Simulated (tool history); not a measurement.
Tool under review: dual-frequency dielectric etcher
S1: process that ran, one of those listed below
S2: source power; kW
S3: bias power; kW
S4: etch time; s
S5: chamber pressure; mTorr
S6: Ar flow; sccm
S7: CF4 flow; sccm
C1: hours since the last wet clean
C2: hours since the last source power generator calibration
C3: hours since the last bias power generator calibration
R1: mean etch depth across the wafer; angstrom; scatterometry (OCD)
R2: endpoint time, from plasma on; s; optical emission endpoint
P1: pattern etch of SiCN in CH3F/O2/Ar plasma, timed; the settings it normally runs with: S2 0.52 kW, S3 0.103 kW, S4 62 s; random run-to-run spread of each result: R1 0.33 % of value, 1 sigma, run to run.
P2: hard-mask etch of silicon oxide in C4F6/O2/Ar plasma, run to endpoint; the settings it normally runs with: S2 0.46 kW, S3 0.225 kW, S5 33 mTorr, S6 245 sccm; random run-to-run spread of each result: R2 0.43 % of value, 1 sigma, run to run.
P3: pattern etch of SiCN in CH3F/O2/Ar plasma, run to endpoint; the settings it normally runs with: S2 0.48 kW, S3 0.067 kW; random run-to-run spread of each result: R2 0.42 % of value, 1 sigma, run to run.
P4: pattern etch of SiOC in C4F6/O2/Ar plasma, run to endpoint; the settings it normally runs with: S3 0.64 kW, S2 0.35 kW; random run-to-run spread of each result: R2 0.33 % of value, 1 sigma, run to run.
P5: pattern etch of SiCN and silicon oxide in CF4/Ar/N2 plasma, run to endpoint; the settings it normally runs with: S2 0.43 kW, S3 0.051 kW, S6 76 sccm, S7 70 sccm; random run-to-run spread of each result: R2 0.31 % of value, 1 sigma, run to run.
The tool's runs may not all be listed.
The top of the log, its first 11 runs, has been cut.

| run | hour | S1 | S2 | S3 | S4 | S5 | S6 | S7 | C1 | C2 | C3 | R1 | R2 |
|---|---|---|---|---|---|---|---|---|---|---|---|---|---|
| 12 | 59 | P1 | 0.52 | 0.146 | 62 |  |  |  | 503.8 | 1256.6 | 2265.4 | 331.42 |  |
|  | 64.3 | bias power generator calibrated |
| 13 | 65.7 | P4 | 0.27 | 0.64 |  |  |  |  | 510.5 | 1263.3 | 1.5 |  | 18.597 |
| 14 | 69.9 | P5 | 0.54 | 0.051 |  |  | 76 | 70 | 514.7 | 1267.5 | 5.7 |  | 17.626 |
| 15 | 76 | P1 | 0.38 | 0.103 | 34 |  |  |  | 520.8 | 1273.6 | 11.8 | 142.68 |  |
| 16 | 81.4 | P3 | 0.48 | 0.092 |  |  |  |  | 526.2 | 1279 | 17.2 |  | 30.001 |
| 17 | 85.6 | P5 | 0.43 | 0.051 |  |  | 76 | 70 | 530.4 | 1283.2 | 21.4 |  | 21.668 |
| 18 | 91.3 | P1 | 0.52 | 0.103 | 86.5 |  |  |  | 536.1 | 1288.9 | 27.1 | 405.55 |  |
| 19 | 97.8 | P5 | 0.43 | 0.051 |  |  | 76 | 95 | 542.6 | 1295.4 | 33.6 |  | 20.732 |
| 20 | 102.2 | P3 | 0.48 | 0.067 |  |  |  |  | 547 | 1299.8 | 38 |  | 33.365 |
| 21 | 106.9 | P2 | 0.46 | 0.225 |  | 33 | 245 |  | 551.7 | 1304.5 | 42.7 |  | 53.4 |
| 22 | 110 | P4 | 0.35 | 0.382 |  |  |  |  | 554.8 | 1307.6 | 45.8 |  | 20.684 |
|  | 112.6 | source power generator calibrated |
| 23 | 114.6 | P1 | 0.52 | 0.103 | 62 |  |  |  | 559.4 | 2 | 50.4 | 292.43 |  |
| 24 | 120.2 | P2 | 0.46 | 0.225 |  | 46.5 | 245 |  | 565 | 7.6 | 56 |  | 55.641 |

Expected results for the next run?
| 25 | 123.3 | P1 | 0.52 | 0.076 | 62 |  |  |  | 568.1 | 10.7 | 59.1 | ? |  |

R1: 260.86 angstrom
